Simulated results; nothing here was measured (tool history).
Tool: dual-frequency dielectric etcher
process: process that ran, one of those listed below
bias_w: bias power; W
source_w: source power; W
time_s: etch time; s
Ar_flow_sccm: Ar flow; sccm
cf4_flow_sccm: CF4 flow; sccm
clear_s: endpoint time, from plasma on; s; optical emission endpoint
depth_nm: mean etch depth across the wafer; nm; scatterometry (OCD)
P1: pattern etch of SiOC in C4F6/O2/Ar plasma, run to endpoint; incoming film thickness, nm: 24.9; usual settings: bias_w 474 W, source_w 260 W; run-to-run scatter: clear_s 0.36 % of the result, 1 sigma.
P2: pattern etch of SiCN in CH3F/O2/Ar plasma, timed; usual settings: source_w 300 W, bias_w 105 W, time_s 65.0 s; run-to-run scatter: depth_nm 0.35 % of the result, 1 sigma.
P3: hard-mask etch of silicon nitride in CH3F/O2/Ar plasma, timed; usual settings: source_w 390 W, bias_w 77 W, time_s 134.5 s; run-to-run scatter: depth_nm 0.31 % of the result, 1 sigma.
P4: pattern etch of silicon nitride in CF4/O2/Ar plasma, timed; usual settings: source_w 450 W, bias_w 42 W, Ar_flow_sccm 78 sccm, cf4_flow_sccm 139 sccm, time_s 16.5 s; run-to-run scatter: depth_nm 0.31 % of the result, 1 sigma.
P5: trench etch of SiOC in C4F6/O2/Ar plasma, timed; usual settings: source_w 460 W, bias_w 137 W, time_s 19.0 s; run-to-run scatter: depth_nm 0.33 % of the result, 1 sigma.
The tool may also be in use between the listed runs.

{"run": 1, "hour": 12.0, "process": "P1", "bias_w": 474, "source_w": 260, "clear_s": 9.9405}
{"run": 2, "hour": 27.2, "process": "P2", "bias_w": 80, "source_w": 300, "time_s": 65.0, "depth_nm": 24.454}
{"run": 3, "hour": 40.8, "process": "P1", "bias_w": 474, "source_w": 330, "clear_s": 9.1484}
{"run": 4, "hour": 57.7, "process": "P1", "bias_w": 638, "source_w": 260, "clear_s": 8.9116}
{"run": 5, "hour": 74.2, "process": "P5", "bias_w": 137, "source_w": 460, "time_s": 19.0, "depth_nm": 38.566}
{"run": 6, "hour": 86.5, "process": "P4", "bias_w": 42, "source_w": 450, "time_s": 16.5, "Ar_flow_sccm": 78, "cf4_flow_sccm": 139, "depth_nm": 29.114}
{"run": 7, "hour": 98.0, "process": "P5", "bias_w": 137, "source_w": 630, "time_s": 19.0, "depth_nm": 43.744}
{"run": 8, "hour": 109.1, "process": "P1", "bias_w": 474, "source_w": 260, "clear_s": 10.091}
{"run": 9, "hour": 124.3, "process": "P1", "bias_w": 355, "source_w": 350, "clear_s": 9.9633}
{"run": 10, "hour": 140.7, "process": "P4", "bias_w": 42, "source_w": 280, "time_s": 16.5, "Ar_flow_sccm": 78, "cf4_flow_sccm": 139, "depth_nm": 19.085}
{"run": 11, "hour": 155.2, "process": "P2", "bias_w": 105, "source_w": 300, "time_s": 65.0, "depth_nm": 27.025}
{"run": 12, "hour": 163.4, "process": "P3", "bias_w": 77, "source_w": 390, "time_s": 94.5, "depth_nm": 66.799}
{"run": 13, "hour": 182.2, "process": "P4", "bias_w": 34, "source_w": 450, "time_s": 16.5, "Ar_flow_sccm": 78, "cf4_flow_sccm": 139, "depth_nm": 27.181}
{"run": 14, "hour": 193.3, "process": "P1", "bias_w": 474, "source_w": 260, "clear_s": 9.9981}
{"run": 15, "hour": 208.6, "process": "P3", "bias_w": 77, "source_w": 390, "time_s": 134.5, "depth_nm": 95.544}
{"run": 16, "hour": 221.3, "process": "P1", "bias_w": 474, "source_w": 260, "clear_s": 9.9991}
{"run": 17, "hour": 235.4, "process": "P1", "bias_w": 474, "source_w": 260, "clear_s": 10.001}
{"run": 18, "hour": 247.2, "process": "P4", "bias_w": 42, "source_w": 450, "time_s": 9.0, "Ar_flow_sccm": 78, "cf4_flow_sccm": 139, "depth_nm": 15.844}
{"run": 19, "hour": 263.2, "process": "P1", "bias_w": 474, "source_w": 160, "clear_s": 11.936}
{"run": 20, "hour": 275.7, "process": "P2", "bias_w": 105, "source_w": 300, "time_s": 93.0, "depth_nm": 38.758}
{"run": 21, "hour": 290.4, "process": "P5", "bias_w": 137, "source_w": 460, "time_s": 27.5, "depth_nm": 55.895}
{"run": 22, "hour": 303.0, "process": "P1", "bias_w": 314, "source_w": 170, "clear_s": 13.584}
{"run": 23, "hour": 316.4, "process": "P5", "bias_w": 137, "source_w": 460, "time_s": 19.0, "depth_nm": 38.671}
{"run": 24, "hour": 330.4, "process": "P4", "bias_w": 42, "source_w": 450, "time_s": 16.5, "Ar_flow_sccm": 78, "cf4_flow_sccm": 82, "depth_nm": 27.487}
{"run": 25, "hour": 339.1, "process": "P3", "bias_w": 104, "source_w": 390, "time_s": 134.5, "depth_nm": 106.21}
{"run": 26, "hour": 348.1, "process": "P5", "bias_w": 111, "source_w": 460, "time_s": 19.0, "depth_nm": 36.564}
{"run": 27, "hour": 362.2, "process": "P2", "bias_w": 105, "source_w": 400, "time_s": 65.0, "depth_nm": 30.054}
{"run": 28, "hour": 379.9, "process": "P3", "bias_w": 77, "source_w": 230, "time_s": 134.5, "depth_nm": 78.043}
{"run": 29, "hour": 390.8, "process": "P4", "bias_w": 42, "source_w": 450, "time_s": 16.5, "Ar_flow_sccm": 78, "cf4_flow_sccm": 139, "depth_nm": 28.946}

The next listed run, before its measurement:
{"run": 30, "hour": 408.8, "process": "P1", "bias_w": 474, "source_w": 260, "clear_s": "?"}

clear_s: 10.0150 s
